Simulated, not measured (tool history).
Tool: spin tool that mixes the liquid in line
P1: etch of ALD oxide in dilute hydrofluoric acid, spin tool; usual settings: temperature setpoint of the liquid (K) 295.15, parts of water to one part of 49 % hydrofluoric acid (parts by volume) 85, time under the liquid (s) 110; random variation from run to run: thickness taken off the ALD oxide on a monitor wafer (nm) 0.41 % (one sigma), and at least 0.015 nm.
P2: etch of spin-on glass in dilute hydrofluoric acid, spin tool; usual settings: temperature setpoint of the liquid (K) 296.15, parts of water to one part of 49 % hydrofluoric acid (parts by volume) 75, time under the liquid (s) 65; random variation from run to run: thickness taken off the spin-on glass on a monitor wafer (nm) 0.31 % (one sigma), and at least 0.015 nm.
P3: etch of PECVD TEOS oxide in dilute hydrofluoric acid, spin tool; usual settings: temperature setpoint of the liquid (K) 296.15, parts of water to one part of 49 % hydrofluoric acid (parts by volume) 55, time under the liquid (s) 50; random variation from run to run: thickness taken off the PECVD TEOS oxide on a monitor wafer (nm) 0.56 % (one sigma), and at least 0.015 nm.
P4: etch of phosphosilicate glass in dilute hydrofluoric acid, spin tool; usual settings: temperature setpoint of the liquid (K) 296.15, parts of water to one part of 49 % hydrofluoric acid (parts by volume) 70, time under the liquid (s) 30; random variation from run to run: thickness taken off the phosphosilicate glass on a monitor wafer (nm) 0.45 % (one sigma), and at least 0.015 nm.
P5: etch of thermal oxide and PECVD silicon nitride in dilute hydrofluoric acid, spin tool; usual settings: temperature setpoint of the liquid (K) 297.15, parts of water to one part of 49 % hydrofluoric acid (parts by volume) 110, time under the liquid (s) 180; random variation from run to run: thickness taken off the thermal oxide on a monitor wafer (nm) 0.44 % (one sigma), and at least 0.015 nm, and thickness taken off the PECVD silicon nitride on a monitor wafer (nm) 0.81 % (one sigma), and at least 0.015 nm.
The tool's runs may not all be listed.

run	hour	process that ran	temperature setpoint of the liquid (K)	parts of water to one part of 49 % hydrofluoric acid (parts by volume)	time under the liquid (s)	hours since the thermometer was replaced	hours since the hydrofluoric acid flow meter was replaced	thickness taken off the ALD oxide on a monitor wafer (nm)	thickness taken off the PECVD TEOS oxide on a monitor wafer (nm)	thickness taken off the spin-on glass on a monitor wafer (nm)	thickness taken off the phosphosilicate glass on a monitor wafer (nm)	thickness taken off the thermal oxide on a monitor wafer (nm)	thickness taken off the PECVD silicon nitride on a monitor wafer (nm)
1	7.6	P1	295.15	85	110	306.4	546.9	12.1350					
2	13.3	P3	296.15	55	95	312.1	552.6		21.1390				
3	20.3	P2	296.15	75	65	319.1	559.6			30.3880			
4	25.7	P3	296.15	55	50	324.5	565.0		11.0830				
5	36.7	P3	296.15	80	50	335.5	576.0		7.4511				
6	46.4	P4	296.15	35	30	345.2	585.7				58.357		
7	51.8	P3	296.15	55	50	350.6	591.1		11.1630				
8	61.6	P1	295.15	85	110	360.4	600.9	12.1160					
9	69.0	P1	302.65	85	110	367.8	608.3	16.3320					
# hour 69.5: thermometer replaced
10	79.1	P1	295.15	85	45	9.7	618.4	4.9565					
11	84.3	P1	295.15	85	185	14.9	623.6	20.4660					
12	95.3	P2	290.15	75	65	25.9	634.6			23.6840			
13	102.0	P1	295.15	85	110	32.6	641.3	12.2200					
14	112.2	P1	295.15	140	110	42.8	651.5	6.9457					
15	123.0	P4	296.15	70	30	53.6	662.3				28.058		
16	130.9	P2	296.15	35	65	61.5	670.2			68.9300			
17	141.4	P1	295.15	85	110	72.0	680.7	12.2170					
18	152.9	P1	295.15	40	110	83.5	692.2	27.3090					
19	158.3	P5	297.15	110	180	88.9	697.6					7.7553	2.8702
20	164.4	P1	295.15	110	50	95.0	703.7	4.1149					
21	171.0	P1	291.65	85	110	101.6	710.3	10.5730					
22	182.7	P5	297.15	25	180	113.3	722.0					37.7940	12.1090
23	191.8	P1	290.15	125	110	122.4	731.1	6.4703					
24	203.4	P5	304.15	110	180	134.0	742.7					10.1530	4.3999
25	208.9	P5	297.15	110	25	139.5	748.2					1.0855	0.3934
26	217.3	P4	301.65	70	30	147.9	756.6				34.960		
27	223.6	P2	296.15	75	15	154.2	762.9			7.0121			
28	232.1	P4	296.15	70	60	162.7	771.4				55.749		
29	242.9	P3	300.15	55	50	173.5	782.2		13.1360				
30	254.2	P4	296.15	70	30	184.8	793.5				27.852		
31	262.9	P1	295.15	85	110	193.5	802.2	12.1270					
32	270.7	P1	295.15	85	110	201.3	810.0	12.4730					
33	276.0	P1	295.15	85	110	206.6	815.3	12.6580					
34	285.4	P1	295.15	85	110	216.0	824.7	12.9130					
35	291.2	P1	295.15	85	110	221.8	830.5	12.9760					
36	299.7	P1	295.15	85	110	230.3	839.0	13.1250					
37	306.1	P1	295.15	85	110	236.7	845.4	13.0910					
38	313.9	P1	295.15	85	110	244.5	853.2	13.1520					
39	321.5	P1	295.15	85	110	252.1	860.8	13.1530					
40	331.1	P1	295.15	85	110	261.7	870.4	13.2740					
41	340.2	P1	295.15	85	110	270.8	879.5	13.2690					
42	349.9	P1	295.15	85	110	280.5	889.2	13.2380					

What P1 gives has crept away from where it was. These 2 causes fit the log equally well, each at the size given:
A: hydrofluoric acid flow above the setpoint (%) = 7.88
B: liquid hotter than its thermometer reads (K) = 2.07
The creep began at about hour 262.9.

4 check runs are offered, each on 2 wafers whose results are averaged, their results left as question marks. Which one tells the causes apart?
check 1	359.6	P3	296.15	55	50				?				
check 2	359.6	P4	296.15	70	30						?		
check 3	359.6	P2	296.15	75	65					?			
check 4	359.6	P5	297.15	110	180							?	?

What each check would give under each cause:
check	result	if A	if B
check 1	thickness taken off the PECVD TEOS oxide on a monitor wafer (nm)	12.0940	12.1400
check 2	thickness taken off the phosphosilicate glass on a monitor wafer (nm)	30.311	30.360
check 3	thickness taken off the spin-on glass on a monitor wafer (nm)	33.0770	33.1030
check 4	thickness taken off the thermal oxide on a monitor wafer (nm)	8.4520	8.4103
check 4	thickness taken off the PECVD silicon nitride on a monitor wafer (nm)	3.0834	3.2734
How far apart the two closest causes lie, in the result that separates them most: check 1 0.37 %; check 2 0.16 %; check 3 0.08 %; check 4 5.98 %
Check 4 tells the causes apart: in the others they would give nearly the same result.

Check 4 was then run and gave: thickness taken off the thermal oxide on a monitor wafer (nm) 8.4158; thickness taken off the PECVD silicon nitride on a monitor wafer (nm) 3.2568. Which cause is it?

It is B: liquid hotter than its thermometer reads (K).
